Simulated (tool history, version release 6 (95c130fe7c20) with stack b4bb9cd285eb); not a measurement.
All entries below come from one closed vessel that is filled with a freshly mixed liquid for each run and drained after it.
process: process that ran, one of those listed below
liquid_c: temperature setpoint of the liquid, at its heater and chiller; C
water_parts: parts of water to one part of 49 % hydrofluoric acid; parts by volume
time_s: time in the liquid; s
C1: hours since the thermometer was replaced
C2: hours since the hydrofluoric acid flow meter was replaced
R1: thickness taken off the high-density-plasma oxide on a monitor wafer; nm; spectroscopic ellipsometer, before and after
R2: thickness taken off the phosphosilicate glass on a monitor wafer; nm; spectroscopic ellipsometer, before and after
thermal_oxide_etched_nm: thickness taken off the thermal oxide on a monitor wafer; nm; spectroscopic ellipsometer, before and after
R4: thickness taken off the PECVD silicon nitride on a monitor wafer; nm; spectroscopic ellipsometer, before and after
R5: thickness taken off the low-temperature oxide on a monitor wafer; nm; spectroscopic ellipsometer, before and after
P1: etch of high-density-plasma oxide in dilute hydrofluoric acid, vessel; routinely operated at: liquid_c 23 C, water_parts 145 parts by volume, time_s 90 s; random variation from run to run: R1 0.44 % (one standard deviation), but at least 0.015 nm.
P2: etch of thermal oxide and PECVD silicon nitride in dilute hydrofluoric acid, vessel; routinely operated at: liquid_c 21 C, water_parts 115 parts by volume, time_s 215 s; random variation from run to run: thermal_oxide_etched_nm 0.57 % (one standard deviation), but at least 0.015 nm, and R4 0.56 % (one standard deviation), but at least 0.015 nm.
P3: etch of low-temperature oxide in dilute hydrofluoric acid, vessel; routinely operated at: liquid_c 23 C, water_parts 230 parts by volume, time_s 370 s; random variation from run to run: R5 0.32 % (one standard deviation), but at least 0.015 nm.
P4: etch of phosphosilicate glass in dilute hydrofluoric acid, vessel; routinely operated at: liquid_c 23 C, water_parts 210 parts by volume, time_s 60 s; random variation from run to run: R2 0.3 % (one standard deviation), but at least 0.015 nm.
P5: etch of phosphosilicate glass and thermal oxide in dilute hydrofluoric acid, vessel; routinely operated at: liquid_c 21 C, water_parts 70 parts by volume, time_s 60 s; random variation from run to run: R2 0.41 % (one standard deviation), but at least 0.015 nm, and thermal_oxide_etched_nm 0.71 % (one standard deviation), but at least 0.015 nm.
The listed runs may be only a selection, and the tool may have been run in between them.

{"run": 1, "hour": 11.8, "process": "P1", "liquid_c": 23, "water_parts": 145, "time_s": 90, "C1": 939.5, "C2": 816, "R1": 6.3965}
{"run": 2, "hour": 22.6, "process": "P1", "liquid_c": 23, "water_parts": 145, "time_s": 90, "C1": 950.3, "C2": 826.8, "R1": 6.3709}
{"run": 3, "hour": 31.6, "process": "P4", "liquid_c": 23, "water_parts": 65, "time_s": 60, "C1": 959.3, "C2": 835.8, "R2": 120.07}
{"run": 4, "hour": 40.3, "process": "P4", "liquid_c": 17, "water_parts": 210, "time_s": 60, "C1": 968, "C2": 844.5, "R2": 24.899}
{"run": 5, "hour": 49.8, "process": "P2", "liquid_c": 21, "water_parts": 115, "time_s": 215, "C1": 977.5, "C2": 854, "thermal_oxide_etched_nm": 7.4697, "R4": 6.4778}
{"run": 6, "hour": 64.9, "process": "P1", "liquid_c": 29, "water_parts": 145, "time_s": 155, "C1": 992.6, "C2": 869.1, "R1": 13.831}
{"run": 7, "hour": 78.5, "process": "P3", "liquid_c": 23, "water_parts": 230, "time_s": 370, "C1": 1006.2, "C2": 882.7, "R5": 27.458}
{"run": 8, "hour": 91.2, "process": "P1", "liquid_c": 23, "water_parts": 145, "time_s": 135, "C1": 1018.9, "C2": 895.4, "R1": 9.658}
{"run": 9, "hour": 104.3, "process": "P5", "liquid_c": 21, "water_parts": 70, "time_s": 30, "C1": 1032, "C2": 908.5, "R2": 60.381, "thermal_oxide_etched_nm": 1.7175}
{"run": 10, "hour": 116.4, "process": "P1", "liquid_c": 23, "water_parts": 145, "time_s": 90, "C1": 1044.1, "C2": 920.6, "R1": 6.3612}
{"run": 11, "hour": 124.9, "process": "P4", "liquid_c": 23, "water_parts": 210, "time_s": 30, "C1": 1052.6, "C2": 929.1, "R2": 15.741}
{"run": 12, "hour": 134.4, "process": "P4", "liquid_c": 23, "water_parts": 210, "time_s": 60, "C1": 1062.1, "C2": 938.6, "R2": 31.425}
{"run": 13, "hour": 143.9, "process": "P1", "liquid_c": 23, "water_parts": 145, "time_s": 90, "C1": 1071.6, "C2": 948.1, "R1": 6.3862}
{"run": 14, "hour": 155.4, "process": "P5", "liquid_c": 21, "water_parts": 70, "time_s": 60, "C1": 1083.1, "C2": 959.6, "R2": 120.28, "thermal_oxide_etched_nm": 3.4265}
{"run": 15, "hour": 166.0, "process": "P3", "liquid_c": 28, "water_parts": 230, "time_s": 370, "C1": 1093.7, "C2": 970.2, "R5": 32.744}
{"run": 16, "hour": 178.5, "process": "P3", "liquid_c": 23, "water_parts": 230, "time_s": 370, "C1": 1106.2, "C2": 982.7, "R5": 27.457}
{"run": 17, "hour": 191.7, "process": "P1", "liquid_c": 23, "water_parts": 260, "time_s": 90, "C1": 1119.4, "C2": 995.9, "R1": 3.1856}
{"run": 18, "hour": 206.9, "process": "P5", "liquid_c": 25, "water_parts": 70, "time_s": 60, "C1": 1134.6, "C2": 1011.1, "R2": 142.12, "thermal_oxide_etched_nm": 4.0778}
{"run": 19, "hour": 221.0, "process": "P2", "liquid_c": 29, "water_parts": 115, "time_s": 215, "C1": 1148.7, "C2": 1025.2, "thermal_oxide_etched_nm": 10.251, "R4": 10.892}
{"run": 20, "hour": 228.2, "process": "P1", "liquid_c": 23, "water_parts": 145, "time_s": 50, "C1": 1155.9, "C2": 1032.4, "R1": 3.5674}
{"run": 21, "hour": 242.8, "process": "P4", "liquid_c": 23, "water_parts": 210, "time_s": 60, "C1": 1170.5, "C2": 1047, "R2": 31.658}
{"run": 22, "hour": 258.3, "process": "P2", "liquid_c": 21, "water_parts": 115, "time_s": 70, "C1": 1186, "C2": 1062.5, "thermal_oxide_etched_nm": 2.4521, "R4": 2.1223}
{"run": 23, "hour": 266.6, "process": "P1", "liquid_c": 23, "water_parts": 145, "time_s": 90, "C1": 1194.3, "C2": 1070.8, "R1": 6.3723}
{"run": 24, "hour": 282.2, "process": "P1", "liquid_c": 23, "water_parts": 145, "time_s": 90, "C1": 1209.9, "C2": 1086.4, "R1": 6.3326}
{"run": 25, "hour": 298.8, "process": "P2", "liquid_c": 21, "water_parts": 115, "time_s": 215, "C1": 1226.5, "C2": 1103, "thermal_oxide_etched_nm": 7.4377, "R4": 6.4999}
{"run": 26, "hour": 313.2, "process": "P3", "liquid_c": 23, "water_parts": 230, "time_s": 735, "C1": 1240.9, "C2": 1117.4, "R5": 54.489}
{"run": 27, "hour": 323.4, "process": "P5", "liquid_c": 21, "water_parts": 70, "time_s": 60, "C1": 1251.1, "C2": 1127.6, "R2": 120.41, "thermal_oxide_etched_nm": 3.4699}
{"run": 28, "hour": 338.1, "process": "P1", "liquid_c": 29.5, "water_parts": 145, "time_s": 90, "C1": 1265.8, "C2": 1142.3, "R1": 8.2111}
{"run": 29, "hour": 347.2, "process": "P1", "liquid_c": 23, "water_parts": 30, "time_s": 90, "C1": 1274.9, "C2": 1151.4, "R1": 35.672}
{"run": 30, "hour": 361.7, "process": "P1", "liquid_c": 19, "water_parts": 145, "time_s": 90, "C1": 1289.4, "C2": 1165.9, "R1": 5.4211}
{"run": 31, "hour": 371.9, "process": "P2", "liquid_c": 21, "water_parts": 45, "time_s": 215, "C1": 1299.6, "C2": 1176.1, "thermal_oxide_etched_nm": 20.814, "R4": 16.111}
{"run": 32, "hour": 386.9, "process": "P1", "liquid_c": 23, "water_parts": 145, "time_s": 90, "C1": 1314.6, "C2": 1191.1, "R1": 6.4174}
{"run": 33, "hour": 400.9, "process": "P5", "liquid_c": 21, "water_parts": 40, "time_s": 60, "C1": 1328.6, "C2": 1205.1, "R2": 218.94, "thermal_oxide_etched_nm": 6.2625}
{"run": 34, "hour": 416.3, "process": "P3", "liquid_c": 23, "water_parts": 325, "time_s": 370, "C1": 1344, "C2": 1220.5, "R5": 17.861}
{"run": 35, "hour": 426.3, "process": "P1", "liquid_c": 23, "water_parts": 145, "time_s": 90, "C1": 1354, "C2": 1230.5, "R1": 6.4443}
{"run": 36, "hour": 443.0, "process": "P1", "liquid_c": 23, "water_parts": 145, "time_s": 90, "C1": 1370.7, "C2": 1247.2, "R1": 6.6587}
{"run": 37, "hour": 450.3, "process": "P1", "liquid_c": 23, "water_parts": 145, "time_s": 90, "C1": 1378, "C2": 1254.5, "R1": 6.6569}
{"run": 38, "hour": 463.9, "process": "P1", "liquid_c": 23, "water_parts": 145, "time_s": 90, "C1": 1391.6, "C2": 1268.1, "R1": 6.6775}
{"run": 39, "hour": 476.8, "process": "P1", "liquid_c": 23, "water_parts": 145, "time_s": 90, "C1": 1404.5, "C2": 1281, "R1": 6.7035}
{"run": 40, "hour": 485.9, "process": "P1", "liquid_c": 23, "water_parts": 145, "time_s": 90, "C1": 1413.6, "C2": 1290.1, "R1": 6.7185}
{"run": 41, "hour": 498.6, "process": "P1", "liquid_c": 23, "water_parts": 145, "time_s": 90, "C1": 1426.3, "C2": 1302.8, "R1": 6.7703}

Compared with where it was, what P1 gives has crept away. Each cause listed below fits the log as well as the rest, at the size given for it:
A: hydrofluoric acid flow above the setpoint (%) = 4.8
B: liquid hotter than its thermometer reads (K) = 1.42
Onset of the creep was near hour 426.3.

Which of the 4 check runs listed below separates the causes, so that each cause would produce a clearly different result? Each run uses one wafer, and its results are marked with question marks.
{"run": "check 1", "hour": 511.3, "process": "P5", "liquid_c": 21, "water_parts": 70, "time_s": 60, "R2": "?", "thermal_oxide_etched_nm": "?"}
{"run": "check 2", "hour": 511.3, "process": "P4", "liquid_c": 23, "water_parts": 210, "time_s": 60, "R2": "?"}
{"run": "check 3", "hour": 511.3, "process": "P2", "liquid_c": 21, "water_parts": 115, "time_s": 215, "thermal_oxide_etched_nm": "?", "R4": "?"}
{"run": "check 4", "hour": 511.3, "process": "P3", "liquid_c": 23, "water_parts": 230, "time_s": 370, "R5": "?"}

What every check run would give for each of its results, assuming each possible cause in turn:
check=check_1 result=R2 if_A=126.33 if_B=127.33
check=check_1 result=thermal_oxide_etched_nm if_A=3.629 if_B=3.6576
check=check_2 result=R2 if_A=33.355 if_B=33.2
check=check_3 result=thermal_oxide_etched_nm if_A=7.909 if_B=7.9409
check=check_3 result=R4 if_A=6.7656 if_B=7.1043
check=check_4 result=R5 if_A=29.099 if_B=28.925
Per-check spread between the two closest causes, in the result where they differ most: check 1 0.79 %; check 2 0.46 %; check 3 4.88 %; check 4 0.6 %
Only in check 3 would the causes give clearly different results; in the remaining checks their results would be nearly the same.

With check 3 done, the readings were: thermal_oxide_etched_nm 7.9166 nm; R4 6.7906 nm. Identify which of the listed causes applies.

A is the cause: hydrofluoric acid flow above the setpoint (%).
